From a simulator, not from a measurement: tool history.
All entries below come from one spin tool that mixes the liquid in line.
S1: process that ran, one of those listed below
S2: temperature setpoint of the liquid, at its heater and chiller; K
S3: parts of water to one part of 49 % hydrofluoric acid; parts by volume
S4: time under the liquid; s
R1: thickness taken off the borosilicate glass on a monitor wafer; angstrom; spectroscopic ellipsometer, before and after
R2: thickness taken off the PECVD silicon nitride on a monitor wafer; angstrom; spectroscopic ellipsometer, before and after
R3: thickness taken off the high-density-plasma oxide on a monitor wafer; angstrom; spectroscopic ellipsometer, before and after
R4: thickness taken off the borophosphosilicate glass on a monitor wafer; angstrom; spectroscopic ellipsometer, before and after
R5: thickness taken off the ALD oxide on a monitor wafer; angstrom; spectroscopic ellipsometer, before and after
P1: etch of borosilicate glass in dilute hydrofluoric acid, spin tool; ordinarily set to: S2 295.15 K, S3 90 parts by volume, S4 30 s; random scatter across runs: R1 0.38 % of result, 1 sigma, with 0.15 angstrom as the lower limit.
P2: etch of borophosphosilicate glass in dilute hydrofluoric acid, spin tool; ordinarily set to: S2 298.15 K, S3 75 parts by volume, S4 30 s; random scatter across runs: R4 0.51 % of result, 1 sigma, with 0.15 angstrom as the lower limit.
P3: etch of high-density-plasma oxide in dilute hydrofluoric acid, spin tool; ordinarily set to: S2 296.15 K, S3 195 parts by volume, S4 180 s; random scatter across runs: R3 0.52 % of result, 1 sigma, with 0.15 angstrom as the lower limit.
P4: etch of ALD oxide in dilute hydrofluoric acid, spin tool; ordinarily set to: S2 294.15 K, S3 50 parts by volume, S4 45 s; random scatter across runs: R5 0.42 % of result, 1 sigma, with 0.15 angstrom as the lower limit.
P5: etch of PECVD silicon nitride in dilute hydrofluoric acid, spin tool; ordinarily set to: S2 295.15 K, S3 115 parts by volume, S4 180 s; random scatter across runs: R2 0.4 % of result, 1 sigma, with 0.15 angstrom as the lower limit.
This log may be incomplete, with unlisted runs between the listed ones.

run   hour  S1      S2   S3   S4      R1      R2      R3      R4      R5
  1    6.4  P1  295.15   90   30  75.257
  2   14.5  P5  290.15  115  180          44.217
  3   20.2  P1  290.15   90   15  30.692
  4   30.7  P1  290.15   90   30  61.351
  5   39.7  P3  296.15  195  340                   102.5
  6   47.9  P5  295.15  165  180          43.332
  7   54.9  P1  295.15   90   50  126.58
  8   66.3  P3  296.15  115  180                  102.27
  9   72.5  P1  295.15  135   15  23.842
 10   84.5  P2  298.15   75   30                          266.24
 11   93.5  P1  295.15   90   30  75.525
 12  103.9  P1  295.15   35   30  208.23
 13  115.1  P2  298.15   75   60                           532.4
 14  122.3  P2  298.15   75   30                          268.59
 15  129.4  P4  294.15   85   45                                  74.961
 16  135.7  P3  290.15  195  180                  43.723
 17  143.4  P1  295.15  160   30  39.448
 18  154.8  P5  295.15  115  180          61.985
 19  162.2  P2  304.15   75   30                          335.57
 20  168.2  P4  294.15   50   15                                  43.795
 21  179.9  P1  295.15   90   30  75.298
 22  185.8  P1  295.15   90   30  75.848
 23  196.5  P1  295.15   90   30  75.354
 24  203.7  P1  295.15   90   15  37.659
 25  215.7  P5  295.15  115   40          13.714
 26  224.6  P4  294.15   50   45                                  131.88
 27  235.8  P1  301.65   90   30  97.323
 28  245.7  P2  298.15   40   30                          524.36
 29  252.1  P4  294.15   50   45                                     131
 30    261  P3  296.15  195  180                  54.583
 31  269.4  P3  296.15  195  180                  54.486
 32  281.5  P4  301.65   50   45                                  179.21
 33  286.9  P1  295.15   90   30  75.798
 34  293.6  P1  295.15   90   30  74.161
 35  302.1  P1  295.15   90   30  73.084
 36  313.7  P1  295.15   90   30  72.257
 37  323.4  P1  295.15   90   30  71.654
 38  333.8  P1  295.15   90   30  71.158
 39  341.3  P1  295.15   90   30  70.931
 40  352.8  P1  295.15   90   30  70.521
 41  358.3  P1  295.15   90   30  70.922
 42  369.4  P1  295.15   90   30  70.352

Something has made what P1 gives creep away from where it was; the 2 causes below, each at its own stated size, fit the log equally well:
A: liquid colder than its thermometer reads (K) = 1.56
B: hydrofluoric acid flow below the setpoint (%) = 5.57
The gradual shift began around hour 286.9.

Below are 4 check runs, each averaged over 3 wafers, with their results shown as question marks. Which of them would give clearly different results depending on which cause is behind the drift?
check 1  380.5  P2  303.15   75   60               ?
check 2  380.5  P3  291.15  195  335           ?
check 3  380.5  P4  299.15   50   45                   ?
check 4  380.5  P5  290.15  115   60       ?

Predicted outcomes, by check and by cause:
  check  result    if A    if B
check 1      R4  609.32  607.17
check 2      R3  79.008  78.549
check 3      R5  151.86  152.18
check 4      R2  13.255  13.985
Gap, in per cent, between the two causes that each check separates least, read from the result that separates them most: check 1 0.35 %; check 2 0.58 %; check 3 0.22 %; check 4 5.36 %
The other checks would show nearly matching results whichever cause is true, so check 4 is the only one that separates the causes.

With check 4 done, the readings were: R2 13.913 angstrom. Identify which of the listed causes applies.

B is the cause: hydrofluoric acid flow below the setpoint (%).

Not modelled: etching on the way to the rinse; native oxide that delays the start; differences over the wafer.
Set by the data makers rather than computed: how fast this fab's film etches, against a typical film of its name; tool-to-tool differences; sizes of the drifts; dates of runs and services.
